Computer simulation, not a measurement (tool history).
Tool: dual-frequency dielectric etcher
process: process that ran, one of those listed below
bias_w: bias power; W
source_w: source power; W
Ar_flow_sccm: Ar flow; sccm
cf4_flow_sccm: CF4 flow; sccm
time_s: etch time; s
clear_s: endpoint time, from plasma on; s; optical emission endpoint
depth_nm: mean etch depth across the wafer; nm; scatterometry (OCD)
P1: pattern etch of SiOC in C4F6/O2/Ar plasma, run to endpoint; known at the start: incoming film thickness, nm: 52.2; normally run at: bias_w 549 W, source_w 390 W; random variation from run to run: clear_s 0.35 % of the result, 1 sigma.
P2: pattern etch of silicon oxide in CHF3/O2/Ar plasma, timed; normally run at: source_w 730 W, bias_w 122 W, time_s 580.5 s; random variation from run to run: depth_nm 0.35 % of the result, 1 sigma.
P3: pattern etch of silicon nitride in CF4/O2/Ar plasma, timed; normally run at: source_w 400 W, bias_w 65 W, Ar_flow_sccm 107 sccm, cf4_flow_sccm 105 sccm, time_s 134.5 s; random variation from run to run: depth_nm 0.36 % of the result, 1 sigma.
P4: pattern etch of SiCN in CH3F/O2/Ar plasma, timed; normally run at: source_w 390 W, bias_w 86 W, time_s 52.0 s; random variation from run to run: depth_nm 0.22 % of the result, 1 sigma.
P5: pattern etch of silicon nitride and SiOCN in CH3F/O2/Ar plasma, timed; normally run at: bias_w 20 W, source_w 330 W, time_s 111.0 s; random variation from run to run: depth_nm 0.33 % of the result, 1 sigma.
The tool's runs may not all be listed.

| run | day | process | bias_w | source_w | Ar_flow_sccm | cf4_flow_sccm | time_s | hours since the last wet clean | hours since the last bias power generator calibration | hours since the last source power generator calibration | clear_s | depth_nm |
|---|---|---|---|---|---|---|---|---|---|---|---|---|
| 1 | 0.675 | P1 | 549 | 390 |  |  |  | 403.4 | 1233.0 | 1032.3 | 17.246 |  |
| 2 | 1.238 | P3 | 48 | 400 | 107 | 105 | 134.5 | 416.9 | 1246.5 | 1045.8 |  | 209.300 |
| 3 | 1.754 | P1 | 549 | 250 |  |  |  | 429.3 | 1258.9 | 1058.2 | 20.391 |  |
| 4 | 2.358 | P1 | 549 | 480 |  |  |  | 443.8 | 1273.4 | 1072.7 | 16.058 |  |
| 5 | 3.154 | P1 | 549 | 390 |  |  |  | 462.9 | 1292.5 | 1091.8 | 17.503 |  |
| 6 | 3.767 | P4 | 86 | 390 |  |  | 35.0 | 477.6 | 1307.2 | 1106.5 |  | 13.997 |
| 7 | 4.571 | P2 | 122 | 920 |  |  | 580.5 | 496.9 | 1326.5 | 1125.8 |  | 1206.800 |
| 8 | 5.133 | P4 | 86 | 250 |  |  | 52.0 | 510.4 | 1340.0 | 1139.3 |  | 17.568 |
| 9 | 5.600 | P1 | 401 | 290 |  |  |  | 521.6 | 1351.2 | 1150.5 | 21.863 |  |
| 10 | 5.958 | P3 | 65 | 400 | 107 | 105 | 96.0 | 530.2 | 1359.8 | 1159.1 |  | 167.100 |
| 11 | 6.692 | P1 | 549 | 390 |  |  |  | 547.8 | 1377.4 | 1176.7 | 17.295 |  |
| 12 | 7.354 | P1 | 698 | 390 |  |  |  | 563.7 | 1393.3 | 1192.6 | 15.852 |  |
| 13 | 7.725 | P3 | 65 | 400 | 107 | 81 | 134.5 | 572.6 | 1402.2 | 1201.5 |  | 226.830 |
| 14 | 8.242 | P3 | 65 | 400 | 66 | 105 | 134.5 | 585.0 | 1414.6 | 1213.9 |  | 245.660 |
| 15 | 8.683 | P4 | 86 | 390 |  |  | 52.0 | 595.6 | 1425.2 | 1224.5 |  | 20.695 |
| 16 | 9.112 | P1 | 692 | 500 |  |  |  | 605.9 | 1435.5 | 1234.8 | 14.534 |  |
| 17 | 9.588 | P5 | 20 | 260 |  |  | 111.0 | 617.3 | 1446.9 | 1246.2 |  | 12.268 |
| 18 | 10.258 | P2 | 122 | 730 |  |  | 580.5 | 633.4 | 1463.0 | 1262.3 |  | 1096.000 |
| 19 | 10.933 | P5 | 20 | 330 |  |  | 147.0 | 649.6 | 1479.2 | 1278.5 |  | 17.742 |
| 20 | 11.504 | P4 | 58 | 390 |  |  | 52.0 | 663.3 | 1492.9 | 1292.2 |  | 18.089 |
| 21 | 12.179 | P3 | 65 | 400 | 107 | 105 | 134.5 | 679.5 | 1509.1 | 1308.4 |  | 235.340 |
| 22 | 12.975 | P1 | 396 | 390 |  |  |  | 698.6 | 1528.2 | 1327.5 | 19.501 |  |
| 23 | 13.588 | P4 | 86 | 390 |  |  | 52.0 | 713.3 | 1542.9 | 1342.2 |  | 20.759 |
| 24 | 14.262 | P1 | 549 | 390 |  |  |  | 729.5 | 1559.1 | 1358.4 | 17.338 |  |
| 25 | 14.958 | P1 | 549 | 390 |  |  |  | 746.2 | 1575.8 | 1375.1 | 17.453 |  |
| 26 | 15.417 | P2 | 122 | 730 |  |  | 434.5 | 757.2 | 1586.8 | 1386.1 |  | 818.130 |
| 27 | 15.996 | P2 | 157 | 730 |  |  | 580.5 | 771.1 | 1600.7 | 1400.0 |  | 1182.800 |
| 28 | 16.600 | P3 | 65 | 240 | 107 | 105 | 134.5 | 785.6 | 1615.2 | 1414.5 |  | 151.950 |
| 29 | 17.150 | P5 | 25 | 330 |  |  | 111.0 | 798.8 | 1628.4 | 1427.7 |  | 14.805 |
| 30 | 17.917 | P1 | 658 | 260 |  |  |  | 817.2 | 1646.8 | 1446.1 | 18.633 |  |
| 31 | 18.567 | P5 | 20 | 330 |  |  | 111.0 | 832.8 | 1662.4 | 1461.7 |  | 13.334 |
| 32 | 19.100 | P2 | 122 | 730 |  |  | 580.5 | 845.6 | 1675.2 | 1474.5 |  | 1088.300 |
| 33 | 19.533 | P1 | 549 | 390 |  |  |  | 856.0 | 1685.6 | 1484.9 | 17.445 |  |
| 34 | 19.933 | P1 | 549 | 390 |  |  |  | 865.6 | 1695.2 | 1494.5 | 17.228 |  |
| 35 | 20.458 | P1 | 549 | 390 |  |  |  | 878.2 | 1707.8 | 1507.1 | 17.312 |  |
| 36 | 21.167 | P1 | 549 | 390 |  |  |  | 895.2 | 1724.8 | 1524.1 | 17.103 |  |
| 37 | 21.971 | P1 | 549 | 390 |  |  |  | 914.5 | 1744.1 | 1543.4 | 17.051 |  |
| 38 | 22.471 | P1 | 549 | 390 |  |  |  | 926.5 | 1756.1 | 1555.4 | 17.067 |  |

The next listed run, before its measurement:
| 39 | 23.258 | P1 | 549 | 390 |  |  |  | 945.4 | 1775.0 | 1574.3 | ? |  |

{"run 39": {"clear_s": 17.157}}
